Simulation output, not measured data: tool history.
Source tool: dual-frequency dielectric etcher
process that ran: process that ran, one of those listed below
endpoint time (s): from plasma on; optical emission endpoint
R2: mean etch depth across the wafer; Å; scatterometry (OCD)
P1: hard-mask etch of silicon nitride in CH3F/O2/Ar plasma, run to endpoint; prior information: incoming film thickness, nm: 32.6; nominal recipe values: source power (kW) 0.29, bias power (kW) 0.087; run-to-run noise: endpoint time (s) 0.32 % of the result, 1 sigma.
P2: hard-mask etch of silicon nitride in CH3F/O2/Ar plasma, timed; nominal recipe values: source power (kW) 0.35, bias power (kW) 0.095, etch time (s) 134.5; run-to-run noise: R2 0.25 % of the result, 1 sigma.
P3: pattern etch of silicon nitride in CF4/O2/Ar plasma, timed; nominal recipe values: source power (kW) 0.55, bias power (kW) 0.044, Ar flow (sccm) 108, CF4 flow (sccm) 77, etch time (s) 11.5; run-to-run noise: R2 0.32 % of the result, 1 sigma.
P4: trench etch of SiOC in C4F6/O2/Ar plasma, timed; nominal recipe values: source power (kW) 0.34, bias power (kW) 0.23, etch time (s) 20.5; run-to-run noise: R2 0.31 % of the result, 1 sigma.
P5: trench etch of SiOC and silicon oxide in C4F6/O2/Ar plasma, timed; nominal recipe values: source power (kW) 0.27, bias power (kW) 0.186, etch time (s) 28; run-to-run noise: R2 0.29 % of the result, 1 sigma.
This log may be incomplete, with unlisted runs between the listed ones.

{"run": 1, "hour": 12.9, "process that ran": "P1", "source power (kW)": 0.29, "bias power (kW)": 0.087, "endpoint time (s)": 50.714}
{"run": 2, "hour": 31.1, "process that ran": "P3", "source power (kW)": 0.55, "bias power (kW)": 0.044, "Ar flow (sccm)": 65, "CF4 flow (sccm)": 77, "etch time (s)": 11.5, "R2": 228}
{"run": 3, "hour": 46.9, "process that ran": "P4", "source power (kW)": 0.34, "bias power (kW)": 0.23, "etch time (s)": 20.5, "R2": 424.05}
{"hour": 58.3, "done": "source power generator calibrated"}
{"run": 4, "hour": 60.9, "process that ran": "P3", "source power (kW)": 0.55, "bias power (kW)": 0.044, "Ar flow (sccm)": 108, "CF4 flow (sccm)": 77, "etch time (s)": 15.5, "R2": 288.25}
{"run": 5, "hour": 73.5, "process that ran": "P4", "source power (kW)": 0.34, "bias power (kW)": 0.23, "etch time (s)": 20.5, "R2": 424.83}
{"run": 6, "hour": 87.6, "process that ran": "P5", "source power (kW)": 0.27, "bias power (kW)": 0.186, "etch time (s)": 38.5, "R2": 655.41}
{"run": 7, "hour": 100.9, "process that ran": "P2", "source power (kW)": 0.5, "bias power (kW)": 0.095, "etch time (s)": 134.5, "R2": 1103.1}
{"run": 8, "hour": 109.9, "process that ran": "P1", "source power (kW)": 0.29, "bias power (kW)": 0.087, "endpoint time (s)": 50.489}
{"run": 9, "hour": 118.8, "process that ran": "P1", "source power (kW)": 0.19, "bias power (kW)": 0.07, "endpoint time (s)": 64.133}
{"run": 10, "hour": 134.3, "process that ran": "P1", "source power (kW)": 0.29, "bias power (kW)": 0.122, "endpoint time (s)": 44.439}
{"run": 11, "hour": 149.6, "process that ran": "P5", "source power (kW)": 0.27, "bias power (kW)": 0.186, "etch time (s)": 28, "R2": 475.05}
{"run": 12, "hour": 159.8, "process that ran": "P1", "source power (kW)": 0.24, "bias power (kW)": 0.087, "endpoint time (s)": 54.054}
{"run": 13, "hour": 173.7, "process that ran": "P3", "source power (kW)": 0.67, "bias power (kW)": 0.044, "Ar flow (sccm)": 108, "CF4 flow (sccm)": 77, "etch time (s)": 11.5, "R2": 255.44}
{"run": 14, "hour": 191.2, "process that ran": "P3", "source power (kW)": 0.55, "bias power (kW)": 0.044, "Ar flow (sccm)": 108, "CF4 flow (sccm)": 61, "etch time (s)": 11.5, "R2": 206.59}
{"run": 15, "hour": 204.2, "process that ran": "P4", "source power (kW)": 0.34, "bias power (kW)": 0.139, "etch time (s)": 20.5, "R2": 357.7}
{"run": 16, "hour": 213.8, "process that ran": "P1", "source power (kW)": 0.29, "bias power (kW)": 0.087, "endpoint time (s)": 50.397}
{"run": 17, "hour": 225.9, "process that ran": "P3", "source power (kW)": 0.55, "bias power (kW)": 0.055, "Ar flow (sccm)": 108, "CF4 flow (sccm)": 77, "etch time (s)": 11.5, "R2": 232.71}
{"run": 18, "hour": 238.0, "process that ran": "P2", "source power (kW)": 0.35, "bias power (kW)": 0.095, "etch time (s)": 90, "R2": 641.81}
{"run": 19, "hour": 249.0, "process that ran": "P1", "source power (kW)": 0.39, "bias power (kW)": 0.087, "endpoint time (s)": 45.336}
{"run": 20, "hour": 264.7, "process that ran": "P4", "source power (kW)": 0.47, "bias power (kW)": 0.23, "etch time (s)": 20.5, "R2": 477.07}
{"run": 21, "hour": 279.0, "process that ran": "P5", "source power (kW)": 0.27, "bias power (kW)": 0.112, "etch time (s)": 28, "R2": 407.81}
{"run": 22, "hour": 288.7, "process that ran": "P1", "source power (kW)": 0.39, "bias power (kW)": 0.055, "endpoint time (s)": 52.872}
{"run": 23, "hour": 306.6, "process that ran": "P4", "source power (kW)": 0.34, "bias power (kW)": 0.23, "etch time (s)": 27.5, "R2": 570.1}
{"run": 24, "hour": 322.5, "process that ran": "P1", "source power (kW)": 0.29, "bias power (kW)": 0.087, "endpoint time (s)": 50.761}
{"run": 25, "hour": 333.2, "process that ran": "P2", "source power (kW)": 0.35, "bias power (kW)": 0.133, "etch time (s)": 134.5, "R2": 1086.6}
{"run": 26, "hour": 351.4, "process that ran": "P3", "source power (kW)": 0.55, "bias power (kW)": 0.044, "Ar flow (sccm)": 108, "CF4 flow (sccm)": 77, "etch time (s)": 11.5, "R2": 213.57}
{"run": 27, "hour": 362.8, "process that ran": "P1", "source power (kW)": 0.29, "bias power (kW)": 0.087, "endpoint time (s)": 50.637}
{"run": 28, "hour": 371.9, "process that ran": "P1", "source power (kW)": 0.29, "bias power (kW)": 0.067, "endpoint time (s)": 55.539}
{"run": 29, "hour": 381.5, "process that ran": "P5", "source power (kW)": 0.18, "bias power (kW)": 0.186, "etch time (s)": 28, "R2": 404.78}
{"run": 30, "hour": 393.9, "process that ran": "P2", "source power (kW)": 0.35, "bias power (kW)": 0.095, "etch time (s)": 134.5, "R2": 961.41}
{"run": 31, "hour": 404.1, "process that ran": "P1", "source power (kW)": 0.29, "bias power (kW)": 0.087, "endpoint time (s)": 50.545}
{"run": 32, "hour": 416.6, "process that ran": "P1", "source power (kW)": 0.29, "bias power (kW)": 0.087, "endpoint time (s)": 50.27}
{"run": 33, "hour": 428.6, "process that ran": "P1", "source power (kW)": 0.29, "bias power (kW)": 0.087, "endpoint time (s)": 50.275}
{"run": 34, "hour": 445.8, "process that ran": "P1", "source power (kW)": 0.29, "bias power (kW)": 0.087, "endpoint time (s)": 49.839}
{"hour": 454.1, "done": "wet clean of the chamber"}
{"run": 35, "hour": 455.7, "process that ran": "P1", "source power (kW)": 0.29, "bias power (kW)": 0.087, "endpoint time (s)": 49.889}

Forecast run 36:
{"run": 36, "hour": 467.5, "process that ran": "P1", "source power (kW)": 0.29, "bias power (kW)": 0.087, "endpoint time (s)": "?"}

{"run 36": {"endpoint time (s)": 49.974}}
